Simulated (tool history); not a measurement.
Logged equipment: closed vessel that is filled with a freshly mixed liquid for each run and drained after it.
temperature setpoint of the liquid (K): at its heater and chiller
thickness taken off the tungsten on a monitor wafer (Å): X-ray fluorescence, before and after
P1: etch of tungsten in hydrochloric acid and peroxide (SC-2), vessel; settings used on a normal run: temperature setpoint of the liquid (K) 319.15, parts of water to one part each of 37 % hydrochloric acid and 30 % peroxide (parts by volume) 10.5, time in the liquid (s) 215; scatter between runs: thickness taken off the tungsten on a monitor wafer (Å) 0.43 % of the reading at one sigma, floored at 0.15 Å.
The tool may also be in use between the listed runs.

run,hour,temperature setpoint of the liquid (K),parts of water to one part each of 37 % hydrochloric acid and 30 % peroxide (parts by volume),time in the liquid (s),thickness taken off the tungsten on a monitor wafer (Å)
1,5.5,319.15,10.5,215,385.08
2,10.3,319.15,15.5,215,273.49
3,14.9,319.15,10.5,215,386.72
4,20.0,319.15,10.5,215,385.15
5,27.7,319.15,4.0,305,1124.80
6,37.7,319.15,4.0,215,795.55
# hour 39.3: new drum of peroxide connected
7,45.3,308.15,10.5,215,176.72
8,54.6,319.15,10.5,215,382.75
9,61.5,319.15,10.5,30,53.63
10,66.7,319.15,10.5,415,731.94
# hour 70.3: chemicals flow meter replaced
11,74.7,319.15,10.5,215,380.80
# hour 79.7: thermometer replaced
12,83.4,335.15,10.5,215,1087.40

Run 13 comes next. What will it give?
13,90.6,319.15,10.5,215,?

{"run 13": {"thickness taken off the tungsten on a monitor wafer (Å)": 383.03}}

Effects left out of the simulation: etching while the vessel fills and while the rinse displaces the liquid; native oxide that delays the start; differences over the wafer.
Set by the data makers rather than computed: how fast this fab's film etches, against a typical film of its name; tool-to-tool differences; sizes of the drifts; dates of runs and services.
